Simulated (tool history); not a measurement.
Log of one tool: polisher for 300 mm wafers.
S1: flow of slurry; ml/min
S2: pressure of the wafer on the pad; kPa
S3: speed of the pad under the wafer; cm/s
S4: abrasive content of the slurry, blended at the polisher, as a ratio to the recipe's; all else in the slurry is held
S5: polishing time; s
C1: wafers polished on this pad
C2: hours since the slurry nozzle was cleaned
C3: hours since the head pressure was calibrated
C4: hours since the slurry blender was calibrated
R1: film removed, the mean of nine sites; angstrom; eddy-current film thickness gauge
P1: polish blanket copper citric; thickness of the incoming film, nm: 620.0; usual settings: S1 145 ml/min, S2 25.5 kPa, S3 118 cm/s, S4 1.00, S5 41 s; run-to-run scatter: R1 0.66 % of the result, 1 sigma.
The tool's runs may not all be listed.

run	day	S1	S2	S3	S4	S5	C1	C2	C3	C4	R1
1	0.279	145	25.5	118	1.00	41	668	574.6	480.7	168.5	1138.90
2	0.750	145	35.2	118	1.00	41	767	585.9	492.0	179.8	1553.50
3	1.046	145	25.5	118	1.00	41	830	593.0	499.1	186.9	1154.10
4	1.454	145	25.5	118	1.00	41	916	602.8	508.9	196.7	1148.60
5	1.779	85	25.5	118	1.00	41	985	610.6	516.7	204.5	1005.30
6	2.283	145	25.5	172	1.00	41	1092	622.7	528.8	216.6	1639.50
7	2.579	145	25.5	118	1.00	41	1155	629.8	535.9	223.7	1141.50
8	3.158	145	25.5	118	0.55	41	1277	643.7	549.8	237.6	1009.20
9	3.588	145	25.5	118	1.00	41	1368	654.0	560.1	247.9	1126.50
10	3.946	145	25.5	58	1.00	41	1444	662.6	568.7	256.5	569.93
11	4.233	195	25.5	118	1.00	41	1505	669.5	575.6	263.4	1195.40
12	4.692	145	25.5	118	1.00	41	1602	680.5	586.6	274.4	1148.40
13	5.229	145	25.5	118	1.30	61	1716	693.4	599.5	287.3	1796.50
14	5.596	145	25.5	174	1.35	41	1793	702.2	608.3	296.1	1776.70
15	6.062	145	25.5	118	1.45	41	1892	713.4	619.5	307.3	1214.70
16	6.633	145	25.5	118	1.00	28	2013	727.1	633.2	321.0	777.96
17	7.175	145	11.7	118	1.00	41	2127	740.1	646.2	334.0	539.60
18	7.467	145	25.5	118	1.00	54	2189	747.1	653.2	341.0	1504.40
19	8.025	145	25.5	56	1.00	56	2307	760.5	666.6	354.4	749.87
20	8.596	145	25.5	118	1.00	41	2428	774.2	680.3	368.1	1123.50
21	8.971	145	25.5	118	1.00	41	2508	783.2	689.3	377.1	1107.90
22	9.504	145	25.5	118	1.00	41	2621	796.0	702.1	389.9	1083.40
# day 9.883: slurry blender recalibrated
23	9.938	145	25.5	118	1.00	41	2712	806.4	712.5	1.4	1064.50
24	10.321	145	25.5	118	1.00	41	2793	815.6	721.7	10.6	1060.00
# day 10.688: head pressure recalibrated
25	10.854	145	25.5	118	1.00	41	2906	828.4	4.1	23.4	1038.20
26	11.179	145	25.5	118	1.00	41	2975	836.2	11.9	31.2	1039.90
27	11.679	145	25.5	118	1.00	41	3081	848.2	23.9	43.2	1032.20
28	12.146	145	25.5	118	1.00	41	3180	859.4	35.1	54.4	1032.80

What P1 gives has crept away from where it was. These 2 causes fit the log equally well, each at the size given:
A: removal rate lost through wear of the pad, % = 9.31
B: slurry flow missing at the pad, % = 36
The creep began at about day 8.596.
Why every other cause is out:
head's pressure below its setpoint, %: serviced at day 10.688, which brought nothing back
abrasive missing from the slurry, %: serviced at day 9.883, which brought nothing back

4 check runs are offered, one wafer each, their results left as question marks. Which one tells the causes apart?
check 1	12.612	145	25.5	118	1.00	53					?
check 2	12.612	145	25.5	118	1.20	41					?
check 3	12.612	85	25.5	118	1.00	41					?
check 4	12.612	145	25.5	118	1.35	41					?

What each check would give under each cause:
check	result	if A	if B
check 1	R1	1335.00	1335.10
check 2	R1	1074.30	1074.40
check 3	R1	914.25	863.60
check 4	R1	1102.60	1102.60
How far apart the two closest causes lie, in the result that separates them most: check 1 0.01 %; check 2 0.01 %; check 3 5.7 %; check 4 0.01 %
Only check 3 tells the causes apart: in the others they would give nearly the same result.

Then check 3 was run and gave: R1 862.53 angstrom. Which cause is it?

It is B: slurry flow missing at the pad, %.
